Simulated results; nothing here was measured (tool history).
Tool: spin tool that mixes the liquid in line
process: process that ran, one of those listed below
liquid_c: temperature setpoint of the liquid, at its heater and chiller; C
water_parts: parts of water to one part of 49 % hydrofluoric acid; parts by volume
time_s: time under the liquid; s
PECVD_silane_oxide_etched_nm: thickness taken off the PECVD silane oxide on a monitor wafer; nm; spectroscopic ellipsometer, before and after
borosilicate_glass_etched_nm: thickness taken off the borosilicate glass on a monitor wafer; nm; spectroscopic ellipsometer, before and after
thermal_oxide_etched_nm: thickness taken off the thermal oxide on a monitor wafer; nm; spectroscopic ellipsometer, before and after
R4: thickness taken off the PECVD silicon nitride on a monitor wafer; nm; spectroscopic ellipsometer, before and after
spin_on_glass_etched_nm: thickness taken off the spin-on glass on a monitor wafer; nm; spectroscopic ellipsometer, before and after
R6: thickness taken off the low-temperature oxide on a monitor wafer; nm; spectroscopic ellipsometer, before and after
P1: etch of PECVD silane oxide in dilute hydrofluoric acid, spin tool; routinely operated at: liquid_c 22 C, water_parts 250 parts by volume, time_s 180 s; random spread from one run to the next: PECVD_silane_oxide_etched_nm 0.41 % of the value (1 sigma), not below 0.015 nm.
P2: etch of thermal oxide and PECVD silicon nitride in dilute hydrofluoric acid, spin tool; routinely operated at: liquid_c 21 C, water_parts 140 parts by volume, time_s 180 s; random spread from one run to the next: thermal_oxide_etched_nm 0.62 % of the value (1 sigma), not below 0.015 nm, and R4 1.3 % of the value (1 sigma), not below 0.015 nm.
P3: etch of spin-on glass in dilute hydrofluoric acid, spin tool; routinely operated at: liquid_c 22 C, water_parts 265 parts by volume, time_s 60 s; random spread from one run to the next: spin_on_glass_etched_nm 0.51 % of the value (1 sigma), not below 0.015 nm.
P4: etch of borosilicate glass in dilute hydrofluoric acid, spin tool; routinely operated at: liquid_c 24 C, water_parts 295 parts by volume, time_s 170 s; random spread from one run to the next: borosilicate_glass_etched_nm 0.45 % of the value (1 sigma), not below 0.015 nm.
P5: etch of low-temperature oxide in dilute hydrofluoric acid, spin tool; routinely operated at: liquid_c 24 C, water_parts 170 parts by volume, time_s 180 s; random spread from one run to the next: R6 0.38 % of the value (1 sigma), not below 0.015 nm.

run 1 hour=5.7 | process=P1 liquid_c=22 water_parts=250 time_s=180 | PECVD_silane_oxide_etched_nm=8.6612
run 2 hour=13.4 | process=P4 liquid_c=24 water_parts=295 time_s=170 | borosilicate_glass_etched_nm=13.37
run 3 hour=23.4 | process=P1 liquid_c=22 water_parts=250 time_s=180 | PECVD_silane_oxide_etched_nm=8.6306
run 4 hour=34.7 | process=P4 liquid_c=29.5 water_parts=295 time_s=170 | borosilicate_glass_etched_nm=16.048
run 5 hour=44 | process=P2 liquid_c=21 water_parts=140 time_s=180 | thermal_oxide_etched_nm=5.085 R4=1.7909
run 6 hour=55 | process=P1 liquid_c=22 water_parts=250 time_s=285 | PECVD_silane_oxide_etched_nm=13.717
run 7 hour=64.6 | process=P1 liquid_c=22 water_parts=455 time_s=180 | PECVD_silane_oxide_etched_nm=3.9998
run 8 hour=71.2 | process=P1 liquid_c=17 water_parts=250 time_s=180 | PECVD_silane_oxide_etched_nm=7.1887
run 9 hour=79.4 | process=P1 liquid_c=22 water_parts=125 time_s=180 | PECVD_silane_oxide_etched_nm=19.805
run 10 hour=90.7 | process=P1 liquid_c=22 water_parts=250 time_s=95 | PECVD_silane_oxide_etched_nm=4.5531
run 11 hour=100.6 | process=P3 liquid_c=22 water_parts=265 time_s=110 | spin_on_glass_etched_nm=9.1185
run 12 hour=109.8 | process=P4 liquid_c=24 water_parts=495 time_s=170 | borosilicate_glass_etched_nm=6.704
run 13 hour=117.9 | process=P4 liquid_c=24 water_parts=295 time_s=80 | borosilicate_glass_etched_nm=6.3184
run 14 hour=127.5 | process=P2 liquid_c=21 water_parts=140 time_s=45 | thermal_oxide_etched_nm=1.2762 R4=0.46379
run 15 hour=138 | process=P1 liquid_c=22 water_parts=250 time_s=180 | PECVD_silane_oxide_etched_nm=8.6398
run 16 hour=146.7 | process=P5 liquid_c=24 water_parts=170 time_s=60 | R6=5.3105
run 17 hour=154.5 | process=P5 liquid_c=24 water_parts=90 time_s=180 | R6=33.317
run 18 hour=164.6 | process=P3 liquid_c=22 water_parts=265 time_s=60 | spin_on_glass_etched_nm=4.9701
run 19 hour=174.9 | process=P1 liquid_c=22 water_parts=250 time_s=180 | PECVD_silane_oxide_etched_nm=8.675
run 20 hour=184.1 | process=P1 liquid_c=28.5 water_parts=250 time_s=180 | PECVD_silane_oxide_etched_nm=10.898
run 21 hour=190.1 | process=P5 liquid_c=30 water_parts=170 time_s=180 | R6=19.929
run 22 hour=198 | process=P5 liquid_c=24 water_parts=170 time_s=180 | R6=15.963
run 23 hour=204.1 | process=P2 liquid_c=21 water_parts=250 time_s=180 | thermal_oxide_etched_nm=2.5745 R4=0.98751
run 24 hour=211.5 | process=P3 liquid_c=22 water_parts=120 time_s=60 | spin_on_glass_etched_nm=12.697
run 25 hour=220.6 | process=P3 liquid_c=17 water_parts=265 time_s=60 | spin_on_glass_etched_nm=4.12
run 26 hour=229.3 | process=P5 liquid_c=24 water_parts=170 time_s=180 | R6=16.022
run 27 hour=239.7 | process=P4 liquid_c=24 water_parts=295 time_s=170 | borosilicate_glass_etched_nm=13.446
run 28 hour=245.7 | process=P1 liquid_c=22 water_parts=250 time_s=180 | PECVD_silane_oxide_etched_nm=8.6305
run 29 hour=256.4 | process=P1 liquid_c=17 water_parts=250 time_s=85 | PECVD_silane_oxide_etched_nm=3.4286
run 30 hour=262 | process=P2 liquid_c=29 water_parts=140 time_s=180 | thermal_oxide_etched_nm=6.8804 R4=3.068
run 31 hour=271.8 | process=P1 liquid_c=22 water_parts=250 time_s=180 | PECVD_silane_oxide_etched_nm=8.6343
run 32 hour=277.8 | process=P1 liquid_c=22 water_parts=250 time_s=180 | PECVD_silane_oxide_etched_nm=8.5205
run 33 hour=289.1 | process=P1 liquid_c=22 water_parts=250 time_s=180 | PECVD_silane_oxide_etched_nm=8.3592
run 34 hour=296.6 | process=P1 liquid_c=22 water_parts=250 time_s=180 | PECVD_silane_oxide_etched_nm=8.242
run 35 hour=303.4 | process=P1 liquid_c=22 water_parts=250 time_s=180 | PECVD_silane_oxide_etched_nm=8.1541
run 36 hour=311.4 | process=P1 liquid_c=22 water_parts=250 time_s=180 | PECVD_silane_oxide_etched_nm=8.1126
run 37 hour=319.2 | process=P1 liquid_c=22 water_parts=250 time_s=180 | PECVD_silane_oxide_etched_nm=8.1027
run 38 hour=326.7 | process=P1 liquid_c=22 water_parts=250 time_s=180 | PECVD_silane_oxide_etched_nm=8.058
run 39 hour=336.9 | process=P1 liquid_c=22 water_parts=250 time_s=180 | PECVD_silane_oxide_etched_nm=7.9763
run 40 hour=346.3 | process=P1 liquid_c=22 water_parts=250 time_s=180 | PECVD_silane_oxide_etched_nm=8.0282
run 41 hour=352.6 | process=P1 liquid_c=22 water_parts=250 time_s=180 | PECVD_silane_oxide_etched_nm=8.0051
run 42 hour=358.5 | process=P1 liquid_c=22 water_parts=250 time_s=180 | PECVD_silane_oxide_etched_nm=8.0047

The log shows P1 creeping away from where it was. Any of the 2 causes listed here, at the size stated for it, fits the log just as well as the others:
A: liquid colder than its thermometer reads (K) = 2.2
B: hydrofluoric acid flow below the setpoint (%) = 6.31
The gradual shift began around hour 271.8.

Of the 4 check runs below, each run on 2 wafers with the results averaged and each result still a question mark, which one would tell the listed causes apart?
run check 1 hour=364.4 | process=P2 liquid_c=21 water_parts=140 time_s=180 | thermal_oxide_etched_nm=? R4=?
run check 2 hour=364.4 | process=P4 liquid_c=24 water_parts=295 time_s=170 | borosilicate_glass_etched_nm=?
run check 3 hour=364.4 | process=P3 liquid_c=22 water_parts=265 time_s=60 | spin_on_glass_etched_nm=?
run check 4 hour=364.4 | process=P5 liquid_c=24 water_parts=170 time_s=180 | R6=?

What every check run would give for each of its results, assuming each possible cause in turn:
check=check_1 result=thermal_oxide_etched_nm if_A=4.7144 if_B=4.7755
check=check_1 result=R4 if_A=1.5539 if_B=1.6898
check=check_2 result=borosilicate_glass_etched_nm if_A=12.431 if_B=12.347
check=check_3 result=spin_on_glass_etched_nm if_A=4.5686 if_B=4.5629
check=check_4 result=R6 if_A=14.716 if_B=14.806
Smallest distance between any two causes, each pair judged by its most separating result, in per cent: check 1 8.39 %; check 2 0.67 %; check 3 0.12 %; check 4 0.61 %
Check 1 is the one run that separates the causes; every other check would come out nearly the same whichever cause is at work.

With check 1 done, the readings were: thermal_oxide_etched_nm 4.7543 nm; R4 1.6544 nm. Identify which of the listed causes applies.

The cause is B: hydrofluoric acid flow below the setpoint (%).
